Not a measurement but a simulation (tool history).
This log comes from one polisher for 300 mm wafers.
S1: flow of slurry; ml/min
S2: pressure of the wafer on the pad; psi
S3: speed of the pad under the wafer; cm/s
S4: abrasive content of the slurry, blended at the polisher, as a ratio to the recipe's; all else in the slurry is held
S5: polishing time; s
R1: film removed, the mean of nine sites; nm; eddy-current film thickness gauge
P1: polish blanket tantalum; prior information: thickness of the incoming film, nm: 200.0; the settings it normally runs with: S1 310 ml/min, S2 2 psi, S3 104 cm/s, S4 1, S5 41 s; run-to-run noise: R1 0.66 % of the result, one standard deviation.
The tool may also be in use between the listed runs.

Run 1, hour 4.9: S1 310 ml/min, S2 2 psi, S3 104 cm/s, S4 1, S5 41 s. Result: R1 74.907 nm.
Run 2, hour 9.8: S1 310 ml/min, S2 3.1 psi, S3 104 cm/s, S4 1, S5 41 s. Result: R1 116.5 nm.
Run 3, hour 14.1: S1 310 ml/min, S2 0.9 psi, S3 104 cm/s, S4 1, S5 41 s. Result: R1 33.434 nm.
Run 4, hour 16.4: S1 310 ml/min, S2 2 psi, S3 104 cm/s, S4 0.65, S5 41 s. Result: R1 64.772 nm.
At hour 17.9: slurry blender recalibrated.
Run 5, hour 20.5: S1 310 ml/min, S2 2 psi, S3 104 cm/s, S4 1, S5 60 s. Result: R1 109.01 nm.
Run 6, hour 23.3: S1 310 ml/min, S2 2 psi, S3 104 cm/s, S4 1.4, S5 55 s. Result: R1 109.87 nm.
Run 7, hour 27.7: S1 455 ml/min, S2 2 psi, S3 104 cm/s, S4 1, S5 41 s. Result: R1 75.757 nm.
Run 8, hour 30.1: S1 185 ml/min, S2 2 psi, S3 104 cm/s, S4 1, S5 41 s. Result: R1 69.885 nm.
At hour 30.9: worn pad replaced by a new one.
Run 9, hour 33.9: S1 310 ml/min, S2 2 psi, S3 104 cm/s, S4 1, S5 41 s. Result: R1 74.805 nm.
Run 10, hour 39.1: S1 310 ml/min, S2 2 psi, S3 104 cm/s, S4 1.25, S5 41 s. Result: R1 79.734 nm.
Run 11, hour 43.3: S1 310 ml/min, S2 1.4 psi, S3 104 cm/s, S4 1, S5 26 s. Result: R1 32.813 nm.
Run 12, hour 47.7: S1 310 ml/min, S2 3 psi, S3 104 cm/s, S4 1, S5 63 s. Result: R1 171.54 nm.
Run 13, hour 50.7: S1 310 ml/min, S2 2 psi, S3 104 cm/s, S4 1, S5 41 s. Result: R1 74.326 nm.
Run 14, hour 53.5: S1 310 ml/min, S2 2 psi, S3 46 cm/s, S4 1, S5 41 s. Result: R1 33.192 nm.
Run 15, hour 57.6: S1 310 ml/min, S2 2 psi, S3 104 cm/s, S4 1, S5 41 s. Result: R1 73.999 nm.
Run 16, hour 62.1: S1 310 ml/min, S2 2 psi, S3 104 cm/s, S4 1, S5 29 s. Result: R1 52.64 nm.
Run 17, hour 66.5: S1 310 ml/min, S2 2 psi, S3 146 cm/s, S4 1, S5 41 s. Result: R1 103.12 nm.
Run 18, hour 71.3: S1 310 ml/min, S2 2 psi, S3 104 cm/s, S4 1, S5 41 s. Result: R1 75.549 nm.
Run 19, hour 76: S1 310 ml/min, S2 2 psi, S3 104 cm/s, S4 1, S5 41 s. Result: R1 71.863 nm.
Run 20, hour 80.2: S1 310 ml/min, S2 2 psi, S3 104 cm/s, S4 1, S5 41 s. Result: R1 70.295 nm.
At hour 83.4: worn pad replaced by a new one.
Run 21, hour 84.2: S1 310 ml/min, S2 2 psi, S3 104 cm/s, S4 1, S5 41 s. Result: R1 68.578 nm.
At hour 85.3: slurry nozzle cleaned.
Run 22, hour 89.2: S1 310 ml/min, S2 2 psi, S3 104 cm/s, S4 1, S5 41 s. Result: R1 68.553 nm.

Predict the results of run 23:
Run 23, hour 92.5: S1 310 ml/min, S2 2 psi, S3 104 cm/s, S4 1, S5 41 s. Result: R1 ?.

R1: 68.484 nm
